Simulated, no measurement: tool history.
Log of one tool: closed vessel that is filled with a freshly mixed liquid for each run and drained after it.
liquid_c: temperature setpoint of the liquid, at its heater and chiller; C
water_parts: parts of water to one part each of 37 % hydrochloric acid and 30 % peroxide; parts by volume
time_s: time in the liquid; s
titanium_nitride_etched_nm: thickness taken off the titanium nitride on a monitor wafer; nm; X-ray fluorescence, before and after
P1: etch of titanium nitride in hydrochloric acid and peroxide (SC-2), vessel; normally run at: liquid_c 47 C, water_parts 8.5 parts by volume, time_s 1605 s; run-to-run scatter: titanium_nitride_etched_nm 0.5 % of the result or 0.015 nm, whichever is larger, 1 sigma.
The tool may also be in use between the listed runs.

run   hour  liquid_c  water_parts  time_s  hours since the thermometer was replaced  hours since the chemicals flow meter was replaced  hours since the drum of peroxide was connected  titanium_nitride_etched_nm
  1    3.5        47          8.5    1605                                     726.7                                              213.8                                           486.7                      27.066
  2    8.9        59          8.5    1605                                     732.1                                              219.2                                           492.1                      59.955
  3   13.3        47          8.5    1605                                     736.5                                              223.6                                           496.5                      27.102
  4   18.3        47          8.5    1605                                     741.5                                              228.6                                           501.5                      27.213
  5   21.9        47            4    1605                                     745.1                                              232.2                                           505.1                      47.591
  6     27        47          8.5     530                                     750.2                                              237.3                                           510.2                      8.9559
  7   30.8        47          8.5    2815                                       754                                              241.1                                             514                      47.029
  8   35.3        47           13    3125                                     758.5                                              245.6                                           518.5                      36.866
  9   42.2        47          5.5     850                                     765.4                                              252.5                                           525.4                       20.14
 10   49.7        47           15    1605                                     772.9                                                260                                           532.9                      16.667
 11   54.8        38            4    1605                                       778                                              265.1                                             538                      25.323
 12   62.3        47          8.5    1605                                     785.5                                              272.6                                           545.5                      27.145
 13   66.6        35          8.5    1605                                     789.8                                              276.9                                           549.8                      11.614
 14   70.1        47          8.5    1605                                     793.3                                              280.4                                           553.3                      27.095
 15   75.6        47          8.5    1605                                     798.8                                              285.9                                           558.8                      27.798
 16   83.2        47          8.5    1605                                     806.4                                              293.5                                           566.4                      28.747
 17   88.1        47          8.5    1605                                     811.3                                              298.4                                           571.3                      29.018
 18   94.7        47          8.5    1605                                     817.9                                                305                                           577.9                      29.186
 19   98.7        47          8.5    1605                                     821.9                                                309                                           581.9                      29.127
 20  102.7        47          8.5    1605                                     825.9                                                313                                           585.9                      29.427
 21  107.8        47          8.5    1605                                       831                                              318.1                                             591                      29.542
 22  113.9        47          8.5    1605                                     837.1                                              324.2                                           597.1                      29.647
 23  121.3        47          8.5    1605                                     844.5                                              331.6                                           604.5                      29.437

What P1 gives has crept away from where it was. These 2 causes fit the log equally well, each at the size given:
A: chemicals flow above the setpoint (%) = 10.9
B: liquid hotter than its thermometer reads (K) = 1.23
The creep began at about hour 70.1.
Why every other cause is out:
peroxide weaker than its label (%): at most 8, which would move titanium_nitride_etched_nm by -7.3 %: too little, or the wrong way

4 check runs are offered, each on 3 wafers whose results are averaged, their results left as question marks. Which one tells the causes apart?
check 1  128.7        47           12    2390                                                                                                                                                                        ?
check 2  128.7        58          6.5    1605                                                                                                                                                                        ?
check 3  128.7        35            4    1605                                                                                                                                                                        ?
check 4  128.7        41         11.5    1605                                                                                                                                                                        ?

What each check would give under each cause:
  check                      result    if A    if B
check 1  titanium_nitride_etched_nm  33.093  32.937
check 2  titanium_nitride_etched_nm  74.646   74.62
check 3  titanium_nitride_etched_nm  21.787  22.273
check 4  titanium_nitride_etched_nm  15.205   15.19
How far apart the two closest causes lie, in the result that separates them most: check 1 0.47 %; check 2 0.03 %; check 3 2.21 %; check 4 0.1 %
Check 3 tells the causes apart: in the others they would give nearly the same result.

Then check 3 was run and gave: titanium_nitride_etched_nm 22.218 nm. Which cause is it?

It is B: liquid hotter than its thermometer reads (K).
